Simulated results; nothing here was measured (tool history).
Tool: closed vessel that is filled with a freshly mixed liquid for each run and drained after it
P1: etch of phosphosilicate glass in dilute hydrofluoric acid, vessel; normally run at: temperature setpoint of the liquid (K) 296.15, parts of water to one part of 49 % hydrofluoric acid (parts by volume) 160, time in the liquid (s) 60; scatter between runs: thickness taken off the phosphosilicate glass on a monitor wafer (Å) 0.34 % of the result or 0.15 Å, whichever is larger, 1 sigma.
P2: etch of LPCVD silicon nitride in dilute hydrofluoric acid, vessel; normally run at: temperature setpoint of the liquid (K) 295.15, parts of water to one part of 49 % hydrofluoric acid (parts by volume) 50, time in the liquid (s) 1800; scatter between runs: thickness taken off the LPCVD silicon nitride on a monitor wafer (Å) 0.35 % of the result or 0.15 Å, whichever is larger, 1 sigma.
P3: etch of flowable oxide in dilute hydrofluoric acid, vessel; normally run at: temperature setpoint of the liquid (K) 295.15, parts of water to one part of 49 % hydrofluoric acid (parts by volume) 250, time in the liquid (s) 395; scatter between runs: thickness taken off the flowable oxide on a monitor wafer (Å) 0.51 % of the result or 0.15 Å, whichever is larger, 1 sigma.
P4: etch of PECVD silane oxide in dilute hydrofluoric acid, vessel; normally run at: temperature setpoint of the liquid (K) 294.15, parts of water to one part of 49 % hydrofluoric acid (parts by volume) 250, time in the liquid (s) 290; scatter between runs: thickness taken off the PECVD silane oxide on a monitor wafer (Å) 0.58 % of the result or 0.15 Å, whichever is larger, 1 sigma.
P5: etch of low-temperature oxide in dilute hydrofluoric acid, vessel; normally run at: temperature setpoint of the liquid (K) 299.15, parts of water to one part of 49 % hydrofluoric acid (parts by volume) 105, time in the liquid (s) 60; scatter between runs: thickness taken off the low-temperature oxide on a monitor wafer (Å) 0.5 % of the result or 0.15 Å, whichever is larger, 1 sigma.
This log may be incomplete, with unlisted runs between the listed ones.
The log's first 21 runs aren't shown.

run	hour	process that ran	temperature setpoint of the liquid (K)	parts of water to one part of 49 % hydrofluoric acid (parts by volume)	time in the liquid (s)	hours since the thermometer was replaced	hours since the hydrofluoric acid flow meter was replaced	thickness taken off the phosphosilicate glass on a monitor wafer (Å)	thickness taken off the low-temperature oxide on a monitor wafer (Å)	thickness taken off the PECVD silane oxide on a monitor wafer (Å)	thickness taken off the LPCVD silicon nitride on a monitor wafer (Å)	thickness taken off the flowable oxide on a monitor wafer (Å)
22	135.3	P1	296.15	50	60	360.9	515.7	2406.50				
23	143.2	P1	296.15	160	35	368.8	523.6	384.51				
24	151.9	P4	294.15	250	505	377.5	532.3			291.570		
25	158.5	P4	294.15	425	290	384.1	538.9			84.602		
26	164.5	P3	302.15	250	395	390.1	544.9					762.54
27	172.6	P2	295.15	50	1800	398.2	553.0				141.610	
28	178.3	P1	299.15	220	60	403.9	558.7	500.59				
29	183.6	P4	299.15	250	290	409.2	564.0			200.890		
30	191.3	P1	290.15	160	60	416.9	571.7	524.62				
31	196.4	P1	296.15	285	60	422.0	576.8	325.34				
32	203.8	P1	296.15	160	60	429.4	584.2	661.48				
33	212.3	P1	296.15	160	60	437.9	592.7	661.04				
34	220.7	P1	303.65	160	90	446.3	601.1	1310.20				
35	225.8	P1	296.15	160	60	451.4	606.2	660.84				
36	232.2	P1	296.15	160	60	457.8	612.6	652.17				
37	239.9	P1	296.15	160	60	465.5	620.3	634.13				
38	244.5	P1	296.15	160	60	470.1	624.9	630.56				
39	253.4	P1	296.15	160	60	479.0	633.8	625.05				
40	259.1	P1	296.15	160	60	484.7	639.5	626.79				

The next listed run, before its measurement:
41	263.3	P1	296.15	160	60	488.9	643.7	?				

Run 41 yielded thickness taken off the phosphosilicate glass on a monitor wafer (Å) 626.23.

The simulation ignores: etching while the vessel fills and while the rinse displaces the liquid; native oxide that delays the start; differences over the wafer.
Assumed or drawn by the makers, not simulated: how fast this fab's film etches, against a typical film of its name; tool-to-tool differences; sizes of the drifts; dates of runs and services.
